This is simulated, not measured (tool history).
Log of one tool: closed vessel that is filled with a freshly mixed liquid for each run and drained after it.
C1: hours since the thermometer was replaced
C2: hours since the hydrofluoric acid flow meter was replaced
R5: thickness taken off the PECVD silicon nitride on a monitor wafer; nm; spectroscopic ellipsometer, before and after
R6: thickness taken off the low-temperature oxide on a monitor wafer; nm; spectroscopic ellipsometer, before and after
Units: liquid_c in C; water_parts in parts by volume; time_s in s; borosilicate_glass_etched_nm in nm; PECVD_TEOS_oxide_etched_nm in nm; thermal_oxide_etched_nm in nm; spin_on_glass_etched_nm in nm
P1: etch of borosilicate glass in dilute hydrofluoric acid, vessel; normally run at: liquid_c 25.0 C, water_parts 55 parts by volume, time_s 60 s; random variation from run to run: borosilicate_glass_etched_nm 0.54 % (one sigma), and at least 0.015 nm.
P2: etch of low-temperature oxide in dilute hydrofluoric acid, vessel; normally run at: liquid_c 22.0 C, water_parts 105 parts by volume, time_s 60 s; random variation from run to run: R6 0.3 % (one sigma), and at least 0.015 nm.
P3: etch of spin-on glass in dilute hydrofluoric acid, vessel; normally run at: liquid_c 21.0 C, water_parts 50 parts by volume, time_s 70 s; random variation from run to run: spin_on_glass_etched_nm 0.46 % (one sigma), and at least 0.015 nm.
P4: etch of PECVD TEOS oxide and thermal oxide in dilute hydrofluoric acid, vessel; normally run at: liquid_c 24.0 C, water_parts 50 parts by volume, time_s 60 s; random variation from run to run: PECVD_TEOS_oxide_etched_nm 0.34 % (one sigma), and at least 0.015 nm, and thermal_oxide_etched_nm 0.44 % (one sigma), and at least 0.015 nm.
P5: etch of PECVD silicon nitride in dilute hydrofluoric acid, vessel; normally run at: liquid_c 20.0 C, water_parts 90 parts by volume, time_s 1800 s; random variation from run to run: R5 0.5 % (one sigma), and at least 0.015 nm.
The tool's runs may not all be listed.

{"run": 1, "hour": 16.6, "process": "P1", "liquid_c": 25.0, "water_parts": 55, "time_s": 60, "C1": 798.9, "C2": 424.6, "borosilicate_glass_etched_nm": 32.552}
{"run": 2, "hour": 28.9, "process": "P4", "liquid_c": 24.0, "water_parts": 50, "time_s": 30, "C1": 811.2, "C2": 436.9, "PECVD_TEOS_oxide_etched_nm": 15.377, "thermal_oxide_etched_nm": 3.0398}
{"run": 3, "hour": 39.2, "process": "P3", "liquid_c": 17.5, "water_parts": 50, "time_s": 70, "C1": 821.5, "C2": 447.2, "spin_on_glass_etched_nm": 26.033}
{"run": 4, "hour": 51.9, "process": "P1", "liquid_c": 25.0, "water_parts": 55, "time_s": 30, "C1": 834.2, "C2": 459.9, "borosilicate_glass_etched_nm": 16.279}
{"run": 5, "hour": 63.7, "process": "P1", "liquid_c": 21.5, "water_parts": 55, "time_s": 60, "C1": 846.0, "C2": 471.7, "borosilicate_glass_etched_nm": 28.132}
{"run": 6, "hour": 74.2, "process": "P1", "liquid_c": 25.0, "water_parts": 20, "time_s": 60, "C1": 856.5, "C2": 482.2, "borosilicate_glass_etched_nm": 92.743}
{"run": 7, "hour": 91.1, "process": "P5", "liquid_c": 17.0, "water_parts": 90, "time_s": 1800, "C1": 873.4, "C2": 499.1, "R5": 28.884}
{"run": 8, "hour": 106.3, "process": "P1", "liquid_c": 25.0, "water_parts": 55, "time_s": 60, "C1": 888.6, "C2": 514.3, "borosilicate_glass_etched_nm": 32.724}
{"run": 9, "hour": 119.0, "process": "P5", "liquid_c": 20.0, "water_parts": 20, "time_s": 1800, "C1": 901.3, "C2": 527.0, "R5": 152.53}
{"run": 10, "hour": 129.8, "process": "P1", "liquid_c": 25.0, "water_parts": 55, "time_s": 60, "C1": 912.1, "C2": 537.8, "borosilicate_glass_etched_nm": 32.843}
{"run": 11, "hour": 139.3, "process": "P3", "liquid_c": 21.0, "water_parts": 50, "time_s": 30, "C1": 921.6, "C2": 547.3, "spin_on_glass_etched_nm": 12.98}
{"run": 12, "hour": 153.3, "process": "P2", "liquid_c": 22.0, "water_parts": 30, "time_s": 60, "C1": 935.6, "C2": 561.3, "R6": 30.887}
{"run": 13, "hour": 169.5, "process": "P3", "liquid_c": 21.0, "water_parts": 50, "time_s": 70, "C1": 951.8, "C2": 577.5, "spin_on_glass_etched_nm": 30.554}
{"run": 14, "hour": 187.9, "process": "P2", "liquid_c": 18.5, "water_parts": 105, "time_s": 60, "C1": 970.2, "C2": 595.9, "R6": 6.8928}
{"run": 15, "hour": 205.5, "process": "P5", "liquid_c": 20.0, "water_parts": 90, "time_s": 1800, "C1": 987.8, "C2": 613.5, "R5": 35.677}
{"run": 16, "hour": 216.6, "process": "P4", "liquid_c": 24.0, "water_parts": 50, "time_s": 60, "C1": 998.9, "C2": 624.6, "PECVD_TEOS_oxide_etched_nm": 30.919, "thermal_oxide_etched_nm": 6.109}
{"run": 17, "hour": 235.1, "process": "P1", "liquid_c": 25.0, "water_parts": 55, "time_s": 60, "C1": 1017.4, "C2": 643.1, "borosilicate_glass_etched_nm": 32.532}
{"run": 18, "hour": 247.0, "process": "P4", "liquid_c": 24.0, "water_parts": 30, "time_s": 60, "C1": 1029.3, "C2": 655.0, "PECVD_TEOS_oxide_etched_nm": 53.124, "thermal_oxide_etched_nm": 10.402}
{"run": 19, "hour": 265.6, "process": "P3", "liquid_c": 21.0, "water_parts": 30, "time_s": 70, "C1": 1047.9, "C2": 673.6, "spin_on_glass_etched_nm": 51.709}
{"run": 20, "hour": 282.5, "process": "P1", "liquid_c": 25.0, "water_parts": 55, "time_s": 105, "C1": 1064.8, "C2": 690.5, "borosilicate_glass_etched_nm": 57.282}
{"run": 21, "hour": 295.4, "process": "P2", "liquid_c": 22.0, "water_parts": 105, "time_s": 60, "C1": 1077.7, "C2": 703.4, "R6": 8.0291}
{"run": 22, "hour": 307.2, "process": "P2", "liquid_c": 22.0, "water_parts": 105, "time_s": 30, "C1": 1089.5, "C2": 715.2, "R6": 4.0035}
{"run": 23, "hour": 317.1, "process": "P1", "liquid_c": 25.0, "water_parts": 85, "time_s": 60, "C1": 1099.4, "C2": 725.1, "borosilicate_glass_etched_nm": 20.378}
{"run": 24, "hour": 329.7, "process": "P5", "liquid_c": 20.0, "water_parts": 90, "time_s": 890, "C1": 1112.0, "C2": 737.7, "R5": 17.568}
{"run": 25, "hour": 348.9, "process": "P4", "liquid_c": 18.0, "water_parts": 50, "time_s": 60, "C1": 1131.2, "C2": 756.9, "PECVD_TEOS_oxide_etched_nm": 24.11, "thermal_oxide_etched_nm": 4.7582}
{"run": 26, "hour": 368.0, "process": "P3", "liquid_c": 21.0, "water_parts": 50, "time_s": 70, "C1": 1150.3, "C2": 776.0, "spin_on_glass_etched_nm": 30.278}
{"run": 27, "hour": 380.5, "process": "P1", "liquid_c": 21.0, "water_parts": 80, "time_s": 60, "C1": 1162.8, "C2": 788.5, "borosilicate_glass_etched_nm": 18.504}
{"run": 28, "hour": 397.1, "process": "P1", "liquid_c": 30.5, "water_parts": 55, "time_s": 60, "C1": 1179.4, "C2": 805.1, "borosilicate_glass_etched_nm": 40.88}
{"run": 29, "hour": 408.8, "process": "P1", "liquid_c": 25.0, "water_parts": 55, "time_s": 60, "C1": 1191.1, "C2": 816.8, "borosilicate_glass_etched_nm": 32.676}
{"run": 30, "hour": 425.0, "process": "P1", "liquid_c": 25.0, "water_parts": 55, "time_s": 60, "C1": 1207.3, "C2": 833.0, "borosilicate_glass_etched_nm": 32.861}
{"run": 31, "hour": 434.2, "process": "P1", "liquid_c": 25.0, "water_parts": 55, "time_s": 60, "C1": 1216.5, "C2": 842.2, "borosilicate_glass_etched_nm": 33.345}
{"run": 32, "hour": 445.9, "process": "P1", "liquid_c": 25.0, "water_parts": 55, "time_s": 60, "C1": 1228.2, "C2": 853.9, "borosilicate_glass_etched_nm": 33.868}
{"run": 33, "hour": 461.6, "process": "P1", "liquid_c": 25.0, "water_parts": 55, "time_s": 60, "C1": 1243.9, "C2": 869.6, "borosilicate_glass_etched_nm": 34.241}
{"run": 34, "hour": 480.4, "process": "P1", "liquid_c": 25.0, "water_parts": 55, "time_s": 60, "C1": 1262.7, "C2": 888.4, "borosilicate_glass_etched_nm": 34.814}
{"run": 35, "hour": 492.6, "process": "P1", "liquid_c": 25.0, "water_parts": 55, "time_s": 60, "C1": 1274.9, "C2": 900.6, "borosilicate_glass_etched_nm": 34.275}
{"run": 36, "hour": 501.7, "process": "P1", "liquid_c": 25.0, "water_parts": 55, "time_s": 60, "C1": 1284.0, "C2": 909.7, "borosilicate_glass_etched_nm": 34.674}
{"run": 37, "hour": 519.8, "process": "P1", "liquid_c": 25.0, "water_parts": 55, "time_s": 60, "C1": 1302.1, "C2": 927.8, "borosilicate_glass_etched_nm": 34.443}
{"run": 38, "hour": 534.4, "process": "P1", "liquid_c": 25.0, "water_parts": 55, "time_s": 60, "C1": 1316.7, "C2": 942.4, "borosilicate_glass_etched_nm": 34.634}

What P1 gives has crept away from where it was. These 2 causes fit the log equally well, each at the size given:
A: hydrofluoric acid flow above the setpoint (%) = 5.82
B: liquid hotter than its thermometer reads (K) = 1.5
The creep began at about hour 425.0.

4 check runs are offered, one wafer each, their results left as question marks. Which one tells the causes apart?
{"run": "check 1", "hour": 549.0, "process": "P4", "liquid_c": 24.0, "water_parts": 50, "time_s": 60, "PECVD_TEOS_oxide_etched_nm": "?", "thermal_oxide_etched_nm": "?"}
{"run": "check 2", "hour": 549.0, "process": "P5", "liquid_c": 20.0, "water_parts": 90, "time_s": 1800, "R5": "?"}
{"run": "check 3", "hour": 549.0, "process": "P2", "liquid_c": 22.0, "water_parts": 105, "time_s": 60, "R6": "?"}
{"run": "check 4", "hour": 549.0, "process": "P3", "liquid_c": 21.0, "water_parts": 50, "time_s": 70, "spin_on_glass_etched_nm": "?"}

What each check would give under each cause:
check=check_1 result=PECVD_TEOS_oxide_etched_nm if_A=32.765 if_B=32.803
check=check_1 result=thermal_oxide_etched_nm if_A=6.4838 if_B=6.4912
check=check_2 result=R5 if_A=37.602 if_B=39.399
check=check_3 result=R6 if_A=8.5258 if_B=8.4972
check=check_4 result=spin_on_glass_etched_nm if_A=32.154 if_B=32.247
How far apart the two closest causes lie, in the result that separates them most: check 1 0.11 %; check 2 4.67 %; check 3 0.34 %; check 4 0.29 %
Check 2 tells the causes apart: in the others they would give nearly the same result.

Check 2 was then run and gave: R5 37.850 nm. Which cause is it?

It is A: hydrofluoric acid flow above the setpoint (%).
